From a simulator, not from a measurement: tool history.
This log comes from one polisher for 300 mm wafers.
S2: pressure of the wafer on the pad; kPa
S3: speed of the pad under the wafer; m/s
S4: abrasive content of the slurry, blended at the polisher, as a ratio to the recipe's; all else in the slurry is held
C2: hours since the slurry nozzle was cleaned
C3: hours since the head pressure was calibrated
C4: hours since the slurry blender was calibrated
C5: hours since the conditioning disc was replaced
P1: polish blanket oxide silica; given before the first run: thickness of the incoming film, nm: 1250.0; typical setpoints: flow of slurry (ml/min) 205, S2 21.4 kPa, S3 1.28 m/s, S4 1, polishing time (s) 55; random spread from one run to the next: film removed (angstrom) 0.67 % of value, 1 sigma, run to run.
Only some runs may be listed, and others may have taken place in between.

{"run": 1, "day": 0.562, "flow of slurry (ml/min)": 205, "S2": 21.4, "S3": 1.28, "S4": 1, "polishing time (s)": 55, "wafers polished on this pad": 570, "C2": 281.8, "C3": 356.6, "C4": 69.7, "C5": 47.9, "film removed (angstrom)": 1597.2}
{"run": 2, "day": 1.067, "flow of slurry (ml/min)": 205, "S2": 21.4, "S3": 1.28, "S4": 1, "polishing time (s)": 28, "wafers polished on this pad": 702, "C2": 293.9, "C3": 368.7, "C4": 81.8, "C5": 60, "film removed (angstrom)": 815.21}
{"run": 3, "day": 1.412, "flow of slurry (ml/min)": 205, "S2": 21.4, "S3": 0.62, "S4": 1, "polishing time (s)": 55, "wafers polished on this pad": 792, "C2": 302.2, "C3": 377, "C4": 90.1, "C5": 68.3, "film removed (angstrom)": 898.14}
{"run": 4, "day": 1.979, "flow of slurry (ml/min)": 290, "S2": 21.4, "S3": 1.28, "S4": 1, "polishing time (s)": 55, "wafers polished on this pad": 940, "C2": 315.8, "C3": 390.6, "C4": 103.7, "C5": 81.9, "film removed (angstrom)": 1658.8}
{"run": 5, "day": 2.358, "flow of slurry (ml/min)": 205, "S2": 9.7, "S3": 1.28, "S4": 1, "polishing time (s)": 55, "wafers polished on this pad": 1039, "C2": 324.9, "C3": 399.7, "C4": 112.8, "C5": 91, "film removed (angstrom)": 725}
{"run": 6, "day": 2.846, "flow of slurry (ml/min)": 205, "S2": 21.4, "S3": 1.28, "S4": 1.3, "polishing time (s)": 55, "wafers polished on this pad": 1166, "C2": 336.6, "C3": 411.4, "C4": 124.5, "C5": 102.7, "film removed (angstrom)": 1787.2}
{"run": 7, "day": 3.188, "flow of slurry (ml/min)": 205, "S2": 21.4, "S3": 1.28, "S4": 1, "polishing time (s)": 55, "wafers polished on this pad": 1255, "C2": 344.8, "C3": 419.6, "C4": 132.7, "C5": 110.9, "film removed (angstrom)": 1593.3}
{"run": 8, "day": 3.488, "flow of slurry (ml/min)": 205, "S2": 21.4, "S3": 1.28, "S4": 1, "polishing time (s)": 55, "wafers polished on this pad": 1334, "C2": 352, "C3": 426.8, "C4": 139.9, "C5": 118.1, "film removed (angstrom)": 1598.2}
{"run": 9, "day": 3.979, "flow of slurry (ml/min)": 205, "S2": 21.4, "S3": 1.9, "S4": 1, "polishing time (s)": 55, "wafers polished on this pad": 1462, "C2": 363.8, "C3": 438.6, "C4": 151.7, "C5": 129.9, "film removed (angstrom)": 2182.8}
{"run": 10, "day": 4.508, "flow of slurry (ml/min)": 205, "S2": 21.4, "S3": 1.28, "S4": 1, "polishing time (s)": 77, "wafers polished on this pad": 1600, "C2": 376.5, "C3": 451.3, "C4": 164.4, "C5": 142.6, "film removed (angstrom)": 2222.9}
{"run": 11, "day": 5.025, "flow of slurry (ml/min)": 205, "S2": 21.4, "S3": 0.74, "S4": 1, "polishing time (s)": 72, "wafers polished on this pad": 1735, "C2": 388.9, "C3": 463.7, "C4": 176.8, "C5": 155, "film removed (angstrom)": 1360.1}
{"run": 12, "day": 5.529, "flow of slurry (ml/min)": 205, "S2": 21.4, "S3": 1.28, "S4": 1, "polishing time (s)": 55, "wafers polished on this pad": 1866, "C2": 401, "C3": 475.8, "C4": 188.9, "C5": 167.1, "film removed (angstrom)": 1575.1}
{"run": 13, "day": 6.121, "flow of slurry (ml/min)": 205, "S2": 29.6, "S3": 1.28, "S4": 1, "polishing time (s)": 55, "wafers polished on this pad": 2021, "C2": 415.2, "C3": 490, "C4": 203.1, "C5": 181.3, "film removed (angstrom)": 2225.6}
{"run": 14, "day": 6.783, "flow of slurry (ml/min)": 145, "S2": 21.4, "S3": 1.28, "S4": 1, "polishing time (s)": 55, "wafers polished on this pad": 2194, "C2": 431.1, "C3": 505.9, "C4": 219, "C5": 197.2, "film removed (angstrom)": 1513.2}
{"run": 15, "day": 7.45, "flow of slurry (ml/min)": 295, "S2": 30.3, "S3": 1.28, "S4": 1, "polishing time (s)": 55, "wafers polished on this pad": 2368, "C2": 447.1, "C3": 521.9, "C4": 235, "C5": 213.2, "film removed (angstrom)": 2353.8}
{"run": 16, "day": 8.046, "flow of slurry (ml/min)": 205, "S2": 21.4, "S3": 1.28, "S4": 1, "polishing time (s)": 55, "wafers polished on this pad": 2523, "C2": 461.4, "C3": 536.2, "C4": 249.3, "C5": 227.5, "film removed (angstrom)": 1579}
{"run": 17, "day": 8.333, "flow of slurry (ml/min)": 205, "S2": 21.4, "S3": 1.28, "S4": 0.55, "polishing time (s)": 55, "wafers polished on this pad": 2598, "C2": 468.3, "C3": 543.1, "C4": 256.2, "C5": 234.4, "film removed (angstrom)": 1162.5}
{"run": 18, "day": 8.975, "flow of slurry (ml/min)": 205, "S2": 21.4, "S3": 0.68, "S4": 1, "polishing time (s)": 33, "wafers polished on this pad": 2766, "C2": 483.7, "C3": 558.5, "C4": 271.6, "C5": 249.8, "film removed (angstrom)": 580.85}
{"run": 19, "day": 9.55, "flow of slurry (ml/min)": 205, "S2": 21.4, "S3": 1.28, "S4": 1, "polishing time (s)": 55, "wafers polished on this pad": 2916, "C2": 497.5, "C3": 572.3, "C4": 285.4, "C5": 263.6, "film removed (angstrom)": 1599.3}
{"run": 20, "day": 10.071, "flow of slurry (ml/min)": 205, "S2": 21.4, "S3": 1.28, "S4": 1, "polishing time (s)": 55, "wafers polished on this pad": 3052, "C2": 510, "C3": 584.8, "C4": 297.9, "C5": 276.1, "film removed (angstrom)": 1531.2}
{"run": 21, "day": 10.55, "flow of slurry (ml/min)": 205, "S2": 21.4, "S3": 1.28, "S4": 1, "polishing time (s)": 55, "wafers polished on this pad": 3177, "C2": 521.5, "C3": 596.3, "C4": 309.4, "C5": 287.6, "film removed (angstrom)": 1494.2}
{"run": 22, "day": 10.983, "flow of slurry (ml/min)": 205, "S2": 21.4, "S3": 1.28, "S4": 1, "polishing time (s)": 55, "wafers polished on this pad": 3290, "C2": 531.9, "C3": 606.7, "C4": 319.8, "C5": 298, "film removed (angstrom)": 1471.5}
{"run": 23, "day": 11.633, "flow of slurry (ml/min)": 205, "S2": 21.4, "S3": 1.28, "S4": 1, "polishing time (s)": 55, "wafers polished on this pad": 3459, "C2": 547.5, "C3": 622.3, "C4": 335.4, "C5": 313.6, "film removed (angstrom)": 1462.1}
{"run": 24, "day": 11.983, "flow of slurry (ml/min)": 205, "S2": 21.4, "S3": 1.28, "S4": 1, "polishing time (s)": 55, "wafers polished on this pad": 3551, "C2": 555.9, "C3": 630.7, "C4": 343.8, "C5": 322, "film removed (angstrom)": 1450.6}
{"day": 12.146, "done": "slurry nozzle cleaned"}
{"day": 12.167, "done": "conditioning disc replaced and pad reconditioned"}
{"run": 25, "day": 12.358, "flow of slurry (ml/min)": 205, "S2": 21.4, "S3": 1.28, "S4": 1, "polishing time (s)": 55, "wafers polished on this pad": 3649, "C2": 5.1, "C3": 639.7, "C4": 352.8, "C5": 4.6, "film removed (angstrom)": 1437.3}
{"run": 26, "day": 12.654, "flow of slurry (ml/min)": 205, "S2": 21.4, "S3": 1.28, "S4": 1, "polishing time (s)": 55, "wafers polished on this pad": 3726, "C2": 12.2, "C3": 646.8, "C4": 359.9, "C5": 11.7, "film removed (angstrom)": 1418.3}
{"run": 27, "day": 12.971, "flow of slurry (ml/min)": 205, "S2": 21.4, "S3": 1.28, "S4": 1, "polishing time (s)": 55, "wafers polished on this pad": 3808, "C2": 19.8, "C3": 654.4, "C4": 367.5, "C5": 19.3, "film removed (angstrom)": 1428.1}
{"day": 13.017, "done": "head pressure recalibrated"}
{"run": 28, "day": 13.517, "flow of slurry (ml/min)": 205, "S2": 21.4, "S3": 1.28, "S4": 1, "polishing time (s)": 55, "wafers polished on this pad": 3951, "C2": 32.9, "C3": 12, "C4": 380.6, "C5": 32.4, "film removed (angstrom)": 1423.3}
{"run": 29, "day": 13.996, "flow of slurry (ml/min)": 205, "S2": 21.4, "S3": 1.28, "S4": 1, "polishing time (s)": 55, "wafers polished on this pad": 4076, "C2": 44.4, "C3": 23.5, "C4": 392.1, "C5": 43.9, "film removed (angstrom)": 1425.8}
{"run": 30, "day": 14.292, "flow of slurry (ml/min)": 205, "S2": 21.4, "S3": 1.28, "S4": 1, "polishing time (s)": 55, "wafers polished on this pad": 4153, "C2": 51.5, "C3": 30.6, "C4": 399.2, "C5": 51, "film removed (angstrom)": 1427.1}

Compared with where it was, what P1 gives has crept away. Each cause listed below fits the log as well as the rest, at the size given for it:
A: removal rate lost through wear of the pad, % = 11
B: abrasive missing from the slurry, % = 21.5
The drift started at roughly day 9.55.
Other possible causes, and why each is ruled out:
slurry flow missing at the pad, %: its service at day 12.146 followed the start of the drift and did not put the process back to its old value
head's pressure below its setpoint, %: its service at day 13.017 followed the start of the drift and did not put the process back to its old value
time polished since the conditioner stopped cutting, s: its service at day 12.167 followed the start of the drift and did not put the process back to its old value

Consider the 4 check runs below, whose results appear as question marks and each of which averages 5 wafers. Which one distinguishes the causes, in that each cause would give it a clearly different result?
{"run": "check 1", "day": 14.588, "flow of slurry (ml/min)": 205, "S2": 21.4, "S3": 1.88, "S4": 0.7, "polishing time (s)": 55, "film removed (angstrom)": "?"}
{"run": "check 2", "day": 14.588, "flow of slurry (ml/min)": 255, "S2": 21.4, "S3": 1.78, "S4": 1, "polishing time (s)": 55, "film removed (angstrom)": "?"}
{"run": "check 3", "day": 14.588, "flow of slurry (ml/min)": 205, "S2": 21.4, "S3": 1.58, "S4": 1, "polishing time (s)": 41, "film removed (angstrom)": "?"}
{"run": "check 4", "day": 14.588, "flow of slurry (ml/min)": 205, "S2": 29.6, "S3": 1.28, "S4": 1, "polishing time (s)": 55, "film removed (angstrom)": "?"}

Check results expected under each cause:
check=check_1 result=film_removed_(angstrom) if_A=1617.1 if_B=1581.5
check=check_2 result=film_removed_(angstrom) if_A=1896.9 if_B=1895.4
check=check_3 result=film_removed_(angstrom) if_A=1253.3 if_B=1252.3
check=check_4 result=film_removed_(angstrom) if_A=1970.5 if_B=1968.9
Minimum pairwise separation of causes per check, each pair taken at its best-separating result: check 1 2.22 %; check 2 0.08 %; check 3 0.08 %; check 4 0.08 %
Check 1 is the one run that separates the causes; every other check would come out nearly the same whichever cause is at work.

Check 1 has now been run. It gave: film removed (angstrom) 1583.3. Which of the candidate causes is it?

B is the cause: abrasive missing from the slurry, %.
